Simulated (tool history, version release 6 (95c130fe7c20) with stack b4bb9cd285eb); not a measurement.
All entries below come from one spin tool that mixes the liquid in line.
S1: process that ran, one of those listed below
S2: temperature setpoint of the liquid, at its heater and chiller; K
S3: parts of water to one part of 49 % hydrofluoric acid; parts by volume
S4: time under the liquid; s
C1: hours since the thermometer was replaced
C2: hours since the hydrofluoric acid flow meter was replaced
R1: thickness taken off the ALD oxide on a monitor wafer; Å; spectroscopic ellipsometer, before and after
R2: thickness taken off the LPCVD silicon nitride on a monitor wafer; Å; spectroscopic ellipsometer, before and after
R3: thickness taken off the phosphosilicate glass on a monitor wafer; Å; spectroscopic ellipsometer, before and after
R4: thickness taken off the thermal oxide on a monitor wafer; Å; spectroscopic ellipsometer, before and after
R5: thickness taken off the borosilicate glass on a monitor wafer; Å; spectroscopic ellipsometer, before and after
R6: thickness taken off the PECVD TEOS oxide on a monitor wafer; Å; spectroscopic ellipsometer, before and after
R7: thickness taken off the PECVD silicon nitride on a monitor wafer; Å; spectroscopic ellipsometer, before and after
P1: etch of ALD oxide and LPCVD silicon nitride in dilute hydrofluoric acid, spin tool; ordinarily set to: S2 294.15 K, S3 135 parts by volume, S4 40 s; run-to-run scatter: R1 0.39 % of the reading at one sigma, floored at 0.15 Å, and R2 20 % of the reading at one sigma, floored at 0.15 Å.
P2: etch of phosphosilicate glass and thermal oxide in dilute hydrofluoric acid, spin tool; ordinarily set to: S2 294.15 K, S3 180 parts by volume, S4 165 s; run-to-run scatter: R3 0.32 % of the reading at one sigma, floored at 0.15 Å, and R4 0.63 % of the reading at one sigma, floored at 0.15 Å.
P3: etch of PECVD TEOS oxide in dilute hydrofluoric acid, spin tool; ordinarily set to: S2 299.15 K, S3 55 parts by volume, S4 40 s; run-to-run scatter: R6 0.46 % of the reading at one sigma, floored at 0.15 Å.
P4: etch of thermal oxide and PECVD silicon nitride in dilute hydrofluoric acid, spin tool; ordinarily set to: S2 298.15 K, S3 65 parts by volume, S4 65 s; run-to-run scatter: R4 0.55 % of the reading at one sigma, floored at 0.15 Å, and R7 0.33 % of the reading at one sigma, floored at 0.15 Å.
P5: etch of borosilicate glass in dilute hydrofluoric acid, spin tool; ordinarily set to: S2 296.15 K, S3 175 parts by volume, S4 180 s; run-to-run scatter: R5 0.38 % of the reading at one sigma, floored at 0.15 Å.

run,day,S1,S2,S3,S4,C1,C2,R1,R2,R3,R4,R5,R6,R7
1,0.529,P1,294.15,135,40,664.7,1220.7,66.051,1.1371,,,,,
2,1.175,P1,294.15,75,15,680.2,1236.2,47.985,1.1234,,,,,
3,1.767,P2,294.15,180,165,694.4,1250.4,,,452.02,34.476,,,
4,2.179,P1,299.65,135,40,704.3,1260.3,82.161,1.7255,,,,,
5,2.55,P1,294.15,235,40,713.2,1269.2,34.076,0.56256,,,,,
6,2.983,P1,294.15,135,40,723.6,1279.6,66.038,1.2519,,,,,
# day 3.325: thermometer replaced
7,3.696,P5,296.15,175,180,9,1296.7,,,,,293.34,,
8,4.362,P2,294.15,180,165,25,1312.7,,,452.31,34.484,,,
9,4.838,P5,296.15,175,180,36.4,1324.1,,,,,293.01,,
10,5.388,P3,299.15,80,40,49.6,1337.3,,,,,,79.68,
11,6.121,P1,297.65,135,15,67.2,1354.9,28.262,0.72945,,,,,
12,6.471,P1,294.15,135,40,75.6,1363.3,66.578,1.6405,,,,,
13,6.908,P4,292.65,65,65,86.1,1373.8,,,,43.005,,,41.175
14,7.604,P2,294.15,115,165,102.8,1390.5,,,760.44,58.388,,,
15,7.925,P1,299.65,135,15,110.5,1398.2,30.906,0.58764,,,,,
16,8.246,P1,294.15,40,40,118.2,1405.9,248.78,4.4892,,,,,
17,8.696,P5,296.15,175,35,129,1416.7,,,,,57.124,,
18,9.092,P3,299.15,55,40,138.5,1426.2,,,,,,119.67,
19,9.762,P4,298.15,65,115,154.6,1442.3,,,,96.256,,,105.94
20,10.483,P1,294.15,135,15,171.9,1459.6,24.616,0.46569,,,,,
21,10.979,P3,294.15,55,40,183.8,1471.5,,,,,,97.74,
22,11.421,P2,300.65,180,165,194.4,1482.1,,,577.84,43.864,,,
23,12.033,P3,299.15,55,40,209.1,1496.8,,,,,,119.59,
24,12.525,P1,294.15,135,80,220.9,1508.6,131.77,2.6374,,,,,
25,13.171,P1,294.15,135,40,236.4,1524.1,66.387,0.83938,,,,,
26,13.679,P5,296.15,295,180,248.6,1536.3,,,,,153.3,,
27,14.408,P4,298.15,30,65,266.1,1553.8,,,,124.91,,,127.8
28,14.942,P1,294.15,135,40,278.9,1566.6,65.826,1.0931,,,,,
29,15.262,P1,290.15,135,40,286.6,1574.3,56.143,0.93042,,,,,
30,15.658,P1,294.15,135,40,296.1,1583.8,66.501,1.269,,,,,
31,16.146,P3,299.15,55,70,307.8,1595.5,,,,,,210.01,
32,16.792,P2,294.15,180,50,323.3,1611,,,137.02,10.451,,,
33,17.3,P5,292.65,175,180,335.5,1623.2,,,,,254.12,,
34,17.883,P4,298.15,65,65,349.5,1637.2,,,,54.468,,,59.746
35,18.588,P1,294.15,135,40,366.4,1654.1,66.708,0.78148,,,,,
36,19.092,P1,294.15,135,40,378.5,1666.2,64.601,1.1515,,,,,
37,19.517,P1,294.15,135,40,388.7,1676.4,63.644,0.7313,,,,,
38,20.096,P1,294.15,135,40,402.6,1690.3,61.719,0.85089,,,,,
39,20.5,P1,294.15,135,40,412.3,1700,61.984,0.7746,,,,,
40,20.892,P1,294.15,135,40,421.7,1709.4,61.744,0.78977,,,,,
41,21.438,P1,294.15,135,40,434.8,1722.5,61.433,1.1576,,,,,
42,21.817,P1,294.15,135,40,443.9,1731.6,60.469,0.89116,,,,,
43,22.529,P1,294.15,135,40,461,1748.7,60.644,0.81898,,,,,
44,23.125,P1,294.15,135,40,475.3,1763,60.786,0.94595,,,,,
45,23.683,P1,294.15,135,40,488.7,1776.4,61.158,0.89412,,,,,

Compared with where it was, what P1 gives has crept away. Each cause listed below fits the log as well as the rest, at the size given for it:
A: liquid colder than its thermometer reads (K) = 2.3
B: hydrofluoric acid flow below the setpoint (%) = 7.7
Creep in the process output first set in at about day 18.588.

Each of the 4 check runs below uses one wafer; its results are left as question marks. Which run tells the causes apart?
check 1,24.242,P2,294.15,180,165,,,,,?,?,,,
check 2,24.242,P4,298.15,65,65,,,,,,?,,,?
check 3,24.242,P5,296.15,175,180,,,,,,,?,,
check 4,24.242,P3,299.15,55,40,,,,,,,,?,

Outcome of each check run for each possible cause:
check,result,if A,if B
check 1,R3,413.7,411.46
check 1,R4,31.479,31.309
check 2,R4,49.518,49.836
check 2,R7,51.475,55.499
check 3,R5,268.01,266.04
check 4,R6,109.47,110.26
How far apart the two closest causes lie, in the result that separates them most: check 1 0.54 %; check 2 7.53 %; check 3 0.74 %; check 4 0.72 %
Check 2 distinguishes between the causes, while the remaining checks would return nearly the same result for all of them.

Check 2 was carried out, with these results: R4 50.126 Å; R7 55.396 Å. Which of the listed causes is responsible?

B is the cause: hydrofluoric acid flow below the setpoint (%).
